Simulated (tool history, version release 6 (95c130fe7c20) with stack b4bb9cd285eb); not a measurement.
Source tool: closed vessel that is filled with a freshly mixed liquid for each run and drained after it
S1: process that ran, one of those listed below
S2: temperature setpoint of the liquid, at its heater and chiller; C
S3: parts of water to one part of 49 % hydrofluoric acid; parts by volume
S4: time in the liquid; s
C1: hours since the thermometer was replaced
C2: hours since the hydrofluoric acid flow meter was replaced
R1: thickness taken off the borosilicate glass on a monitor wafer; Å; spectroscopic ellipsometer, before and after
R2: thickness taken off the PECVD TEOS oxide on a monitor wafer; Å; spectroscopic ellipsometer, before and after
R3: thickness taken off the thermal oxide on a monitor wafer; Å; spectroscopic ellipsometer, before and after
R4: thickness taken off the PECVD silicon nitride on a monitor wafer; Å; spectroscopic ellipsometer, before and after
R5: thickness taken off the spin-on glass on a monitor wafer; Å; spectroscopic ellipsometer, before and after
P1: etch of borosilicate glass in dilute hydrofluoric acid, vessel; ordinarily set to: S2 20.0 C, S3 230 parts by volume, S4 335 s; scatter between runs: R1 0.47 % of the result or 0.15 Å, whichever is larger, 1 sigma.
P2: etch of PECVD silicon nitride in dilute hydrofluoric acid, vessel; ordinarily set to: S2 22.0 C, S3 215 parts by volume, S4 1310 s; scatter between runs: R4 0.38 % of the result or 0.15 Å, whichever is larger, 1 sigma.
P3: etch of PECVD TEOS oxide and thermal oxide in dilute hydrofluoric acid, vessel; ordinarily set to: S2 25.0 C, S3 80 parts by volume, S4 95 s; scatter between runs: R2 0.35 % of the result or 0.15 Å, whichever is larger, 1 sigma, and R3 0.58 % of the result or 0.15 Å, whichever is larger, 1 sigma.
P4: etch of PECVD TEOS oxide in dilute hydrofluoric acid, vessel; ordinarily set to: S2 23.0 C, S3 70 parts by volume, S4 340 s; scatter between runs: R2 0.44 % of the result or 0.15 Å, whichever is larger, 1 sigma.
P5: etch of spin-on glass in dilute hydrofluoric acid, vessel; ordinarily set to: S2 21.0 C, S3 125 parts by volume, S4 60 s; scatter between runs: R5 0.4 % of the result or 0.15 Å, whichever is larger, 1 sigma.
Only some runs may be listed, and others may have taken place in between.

run	hour	S1	S2	S3	S4	C1	C2	R1	R2	R3	R4	R5
1	11.7	P1	20.0	230	335	726.2	382.6	411.54				
2	24.4	P3	25.0	80	95	738.9	395.3		130.860	59.651		
3	39.3	P1	20.0	400	335	753.8	410.2	200.33				
4	51.4	P2	22.0	215	2570	765.9	422.3				180.640	
5	60.3	P5	21.0	125	60	774.8	431.2					125.360
6	74.9	P1	17.0	230	335	789.4	445.8	361.43				
7	82.2	P1	20.0	230	620	796.7	453.1	754.69				
8	94.6	P4	23.0	20	340	809.1	465.5		1918.700			
9	108.9	P3	25.0	80	30	823.4	479.8		41.207	18.625		
10	116.0	P2	22.0	75	1310	830.5	486.9				257.640	
11	125.0	P1	20.0	230	335	839.5	495.9	408.44				
12	138.5	P1	24.5	230	335	853.0	509.4	484.80				
13	153.7	P3	32.0	80	95	868.2	524.6		170.410	77.541		
14	167.6	P1	20.0	230	165	882.1	538.5	202.13				
15	175.8	P2	22.0	215	1310	890.3	546.7				92.513	
16	185.4	P3	25.0	120	95	899.9	556.3		82.988	37.424		
17	198.0	P1	20.0	110	335	912.5	568.9	964.36				
18	210.7	P4	31.0	70	340	925.2	581.6		704.030			
19	222.6	P5	21.0	210	60	937.1	593.5					68.534
20	233.9	P5	21.0	125	30	948.4	604.8					62.268
21	243.8	P1	17.0	135	335	958.3	614.7	671.59				
22	253.6	P4	23.0	70	615	968.1	624.5		933.070			
23	263.5	P5	17.0	125	60	978.0	634.4					106.370
24	273.9	P1	20.0	230	335	988.4	644.8	409.19				
25	284.3	P1	20.0	230	335	998.8	655.2	406.84				
26	291.0	P2	17.0	215	1310	1005.5	661.9				65.955	
27	300.6	P3	25.0	80	95	1015.1	671.5		130.310	59.221		
28	313.1	P2	22.0	215	1310	1027.6	684.0				91.724	
29	327.2	P4	23.0	70	340	1041.7	698.1		515.520			
30	335.1	P4	23.0	70	340	1049.6	706.0		510.820			
31	348.9	P1	20.0	230	335	1063.4	719.8	407.35				
32	363.3	P1	20.0	230	335	1077.8	734.2	418.64				
33	372.8	P1	20.0	230	335	1087.3	743.7	424.19				
34	384.0	P1	20.0	230	335	1098.5	754.9	426.69				
35	393.6	P1	20.0	230	335	1108.1	764.5	428.10				
36	408.3	P1	20.0	230	335	1122.8	779.2	428.76				
37	422.7	P1	20.0	230	335	1137.2	793.6	431.91				
38	435.8	P1	20.0	230	335	1150.3	806.7	432.11				

The output of P1 has drifted from where it used to be. Each of the 2 causes below, taken at the size shown beside it, accounts for the log equally well:
A: liquid hotter than its thermometer reads (K) = 1.44
B: hydrofluoric acid flow above the setpoint (%) = 4.55
The drift started at roughly hour 348.9.

Each of the 4 check runs below uses one wafer; its results are left as question marks. Which run tells the causes apart?
check 1	448.9	P3	31.5	80	55				?	?		
check 2	448.9	P2	17.0	215	1765						?	
check 3	448.9	P5	21.0	205	60							?
check 4	448.9	P4	31.0	25	340				?			

Outcome of each check run for each possible cause:
check	result	if A	if B
check 1	R2	102.460	102.040
check 1	R3	46.635	46.443
check 2	R4	98.000	92.902
check 3	R5	74.042	73.970
check 4	R2	2237.100	2213.000
Per-check spread between the two closest causes, in the result where they differ most: check 1 0.41 %; check 2 5.34 %; check 3 0.1 %; check 4 1.09 %
Only check 2 tells the causes apart: in the others they would give nearly the same result.

Check 2 was then run and gave: R4 92.933 Å. Which cause is it?

The correct cause is B, namely: hydrofluoric acid flow above the setpoint (%).
